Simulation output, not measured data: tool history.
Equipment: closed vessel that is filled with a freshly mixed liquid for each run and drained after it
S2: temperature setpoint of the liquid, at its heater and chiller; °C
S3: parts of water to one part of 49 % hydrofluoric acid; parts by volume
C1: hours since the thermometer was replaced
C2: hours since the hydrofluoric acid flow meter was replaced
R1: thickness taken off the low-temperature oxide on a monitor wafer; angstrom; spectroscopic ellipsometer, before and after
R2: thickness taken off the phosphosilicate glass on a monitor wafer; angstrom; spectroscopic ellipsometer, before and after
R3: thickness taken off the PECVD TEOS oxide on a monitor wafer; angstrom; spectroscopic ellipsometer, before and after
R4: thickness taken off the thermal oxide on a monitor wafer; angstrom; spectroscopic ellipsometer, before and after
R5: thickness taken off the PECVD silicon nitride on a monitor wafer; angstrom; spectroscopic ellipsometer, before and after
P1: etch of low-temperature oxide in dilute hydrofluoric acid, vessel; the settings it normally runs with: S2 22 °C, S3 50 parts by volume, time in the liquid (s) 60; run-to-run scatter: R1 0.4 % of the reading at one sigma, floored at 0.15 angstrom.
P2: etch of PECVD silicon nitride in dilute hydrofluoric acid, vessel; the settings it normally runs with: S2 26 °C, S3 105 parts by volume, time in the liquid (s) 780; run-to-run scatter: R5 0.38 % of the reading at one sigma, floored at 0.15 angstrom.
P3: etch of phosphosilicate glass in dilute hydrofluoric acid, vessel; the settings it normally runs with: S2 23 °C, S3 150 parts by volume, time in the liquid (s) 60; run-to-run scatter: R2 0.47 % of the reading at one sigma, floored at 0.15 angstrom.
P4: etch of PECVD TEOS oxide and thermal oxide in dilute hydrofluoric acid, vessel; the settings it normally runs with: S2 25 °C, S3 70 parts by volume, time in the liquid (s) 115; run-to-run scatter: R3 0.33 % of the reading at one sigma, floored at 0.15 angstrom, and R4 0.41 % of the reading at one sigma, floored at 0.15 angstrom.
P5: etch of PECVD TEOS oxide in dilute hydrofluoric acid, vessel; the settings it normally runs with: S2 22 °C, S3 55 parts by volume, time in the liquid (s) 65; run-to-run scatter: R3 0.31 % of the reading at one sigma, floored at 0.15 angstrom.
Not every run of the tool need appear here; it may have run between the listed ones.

Run 1, hour 2.6: process that ran P1, S2 22 °C, S3 50 parts by volume, time in the liquid (s) 60; C1 1859.8; C2 611.9. Result: R1 287.09 angstrom.
Run 2, hour 6.5: process that ran P3, S2 23 °C, S3 150 parts by volume, time in the liquid (s) 60; C1 1863.7; C2 615.8. Result: R2 216.78 angstrom.
Run 3, hour 10.3: process that ran P4, S2 17 °C, S3 70 parts by volume, time in the liquid (s) 115; C1 1867.5; C2 619.6. Result: R3 369.35 angstrom, R4 61.601 angstrom.
Run 4, hour 14.8: process that ran P1, S2 22 °C, S3 50 parts by volume, time in the liquid (s) 60; C1 1872; C2 624.1. Result: R1 288.07 angstrom.
Run 5, hour 18.9: process that ran P1, S2 22 °C, S3 50 parts by volume, time in the liquid (s) 60; C1 1876.1; C2 628.2. Result: R1 288.4 angstrom.
Run 6, hour 23.4: process that ran P4, S2 25 °C, S3 70 parts by volume, time in the liquid (s) 115; C1 1880.6; C2 632.7. Result: R3 518.75 angstrom, R4 85.462 angstrom.
Run 7, hour 26.9: process that ran P4, S2 25 °C, S3 25 parts by volume, time in the liquid (s) 115; C1 1884.1; C2 636.2. Result: R3 1544 angstrom, R4 254.44 angstrom.
Run 8, hour 31.9: process that ran P1, S2 22 °C, S3 50 parts by volume, time in the liquid (s) 30; C1 1889.1; C2 641.2. Result: R1 145.23 angstrom.
Run 9, hour 36.9: process that ran P5, S2 22 °C, S3 55 parts by volume, time in the liquid (s) 65; C1 1894.1; C2 646.2. Result: R3 294.79 angstrom.
Run 10, hour 40.5: process that ran P1, S2 22 °C, S3 70 parts by volume, time in the liquid (s) 100; C1 1897.7; C2 649.8. Result: R1 336.26 angstrom.
Run 11, hour 44.3: process that ran P3, S2 23 °C, S3 150 parts by volume, time in the liquid (s) 110; C1 1901.5; C2 653.6. Result: R2 398.54 angstrom.
Run 12, hour 47.3: process that ran P5, S2 22 °C, S3 55 parts by volume, time in the liquid (s) 30; C1 1904.5; C2 656.6. Result: R3 135.97 angstrom.
Run 13, hour 50.5: process that ran P3, S2 30 °C, S3 150 parts by volume, time in the liquid (s) 60; C1 1907.7; C2 659.8. Result: R2 278.32 angstrom.
Run 14, hour 55.7: process that ran P1, S2 22 °C, S3 50 parts by volume, time in the liquid (s) 105; C1 1912.9; C2 665. Result: R1 507.02 angstrom.
Run 15, hour 59: process that ran P2, S2 26 °C, S3 105 parts by volume, time in the liquid (s) 780; C1 1916.2; C2 668.3. Result: R5 244.67 angstrom.
Run 16, hour 64.5: process that ran P2, S2 26 °C, S3 105 parts by volume, time in the liquid (s) 1195; C1 1921.7; C2 673.8. Result: R5 375.49 angstrom.
At hour 65.3: thermometer replaced.
Run 17, hour 67.3: process that ran P2, S2 20 °C, S3 105 parts by volume, time in the liquid (s) 780; C1 2; C2 676.6. Result: R5 165 angstrom.
Run 18, hour 72.9: process that ran P1, S2 22 °C, S3 50 parts by volume, time in the liquid (s) 60; C1 7.6; C2 682.2. Result: R1 287.99 angstrom.
Run 19, hour 76.1: process that ran P2, S2 26 °C, S3 105 parts by volume, time in the liquid (s) 780; C1 10.8; C2 685.4. Result: R5 245.71 angstrom.
Run 20, hour 78.6: process that ran P2, S2 26 °C, S3 180 parts by volume, time in the liquid (s) 780; C1 13.3; C2 687.9. Result: R5 143.26 angstrom.
Run 21, hour 83.2: process that ran P4, S2 25 °C, S3 70 parts by volume, time in the liquid (s) 220; C1 17.9; C2 692.5. Result: R3 987.01 angstrom, R4 165.16 angstrom.
Run 22, hour 87.4: process that ran P1, S2 17 °C, S3 50 parts by volume, time in the liquid (s) 60; C1 22.1; C2 696.7. Result: R1 234.44 angstrom.
Run 23, hour 90.4: process that ran P1, S2 22 °C, S3 30 parts by volume, time in the liquid (s) 60; C1 25.1; C2 699.7. Result: R1 496 angstrom.
Run 24, hour 95.2: process that ran P5, S2 22 °C, S3 20 parts by volume, time in the liquid (s) 65; C1 29.9; C2 704.5. Result: R3 850.02 angstrom.
Run 25, hour 100.4: process that ran P1, S2 22 °C, S3 90 parts by volume, time in the liquid (s) 60; C1 35.1; C2 709.7. Result: R1 153.3 angstrom.
Run 26, hour 104.9: process that ran P5, S2 26.5 °C, S3 55 parts by volume, time in the liquid (s) 65; C1 39.6; C2 714.2. Result: R3 355.83 angstrom.
Run 27, hour 110.3: process that ran P1, S2 29.5 °C, S3 50 parts by volume, time in the liquid (s) 60; C1 45; C2 719.6. Result: R1 390.51 angstrom.
Run 28, hour 114.1: process that ran P1, S2 22 °C, S3 50 parts by volume, time in the liquid (s) 60; C1 48.8; C2 723.4. Result: R1 289.66 angstrom.
Run 29, hour 119.5: process that ran P3, S2 23 °C, S3 275 parts by volume, time in the liquid (s) 60; C1 54.2; C2 728.8. Result: R2 102.96 angstrom.
Run 30, hour 122.8: process that ran P1, S2 22 °C, S3 50 parts by volume, time in the liquid (s) 60; C1 57.5; C2 732.1. Result: R1 287.28 angstrom.
Run 31, hour 125.2: process that ran P1, S2 22 °C, S3 50 parts by volume, time in the liquid (s) 60; C1 59.9; C2 734.5. Result: R1 293.57 angstrom.
Run 32, hour 129.6: process that ran P1, S2 22 °C, S3 50 parts by volume, time in the liquid (s) 60; C1 64.3; C2 738.9. Result: R1 298.39 angstrom.
Run 33, hour 134.8: process that ran P1, S2 22 °C, S3 50 parts by volume, time in the liquid (s) 60; C1 69.5; C2 744.1. Result: R1 299.87 angstrom.
Run 34, hour 137.6: process that ran P1, S2 22 °C, S3 50 parts by volume, time in the liquid (s) 60; C1 72.3; C2 746.9. Result: R1 303.67 angstrom.
Run 35, hour 143: process that ran P1, S2 22 °C, S3 50 parts by volume, time in the liquid (s) 60; C1 77.7; C2 752.3. Result: R1 307.32 angstrom.
Run 36, hour 147.4: process that ran P1, S2 22 °C, S3 50 parts by volume, time in the liquid (s) 60; C1 82.1; C2 756.7. Result: R1 308.42 angstrom.
Run 37, hour 150.8: process that ran P1, S2 22 °C, S3 50 parts by volume, time in the liquid (s) 60; C1 85.5; C2 760.1. Result: R1 308.89 angstrom.
Run 38, hour 154.5: process that ran P1, S2 22 °C, S3 50 parts by volume, time in the liquid (s) 60; C1 89.2; C2 763.8. Result: R1 310.41 angstrom.
Run 39, hour 160: process that ran P1, S2 22 °C, S3 50 parts by volume, time in the liquid (s) 60; C1 94.7; C2 769.3. Result: R1 306.99 angstrom.
Run 40, hour 164.1: process that ran P1, S2 22 °C, S3 50 parts by volume, time in the liquid (s) 60; C1 98.8; C2 773.4. Result: R1 309 angstrom.
Run 41, hour 168.4: process that ran P1, S2 22 °C, S3 50 parts by volume, time in the liquid (s) 60; C1 103.1; C2 777.7. Result: R1 309.84 angstrom.

P1 no longer gives what it gave before; its output has crept away from where it was. The following 2 causes, each at its listed size, fit the log equally well:
A: liquid hotter than its thermometer reads (K) = 1.68
B: hydrofluoric acid flow above the setpoint (%) = 6.76
The process output started creeping at around hour 122.8.

Question marks stand in for the results of the 4 check runs listed below, each run on one wafer. Under which run would the listed causes show clearly different results?
Run check 1, hour 172.7: process that ran P3, S2 23 °C, S3 150 parts by volume, time in the liquid (s) 60. Result: R2 ?.
Run check 2, hour 172.7: process that ran P2, S2 26 °C, S3 105 parts by volume, time in the liquid (s) 780. Result: R5 ?.
Run check 3, hour 172.7: process that ran P5, S2 22 °C, S3 55 parts by volume, time in the liquid (s) 65. Result: R3 ?.
Run check 4, hour 172.7: process that ran P4, S2 25 °C, S3 70 parts by volume, time in the liquid (s) 115. Result: R3 ?, R4 ?.

Predicted outcomes, by check and by cause:
  check  result    if A    if B
check 1      R2  230.85  233.59
check 2      R5  273.64  262.14
check 3      R3  317.07  317.15
check 4      R3  553.05  555.39
check 4      R4  91.901   92.29
Distance between the nearest two causes, measured in the result of the check that separates them most: check 1 1.18 %; check 2 4.29 %; check 3 0.02 %; check 4 0.42 %
Only check 2 tells the causes apart: in the others they would give nearly the same result.

Check 2 has now been run. It gave: R5 262.16 angstrom. Which of the candidate causes is it?

B is the cause: hydrofluoric acid flow above the setpoint (%).
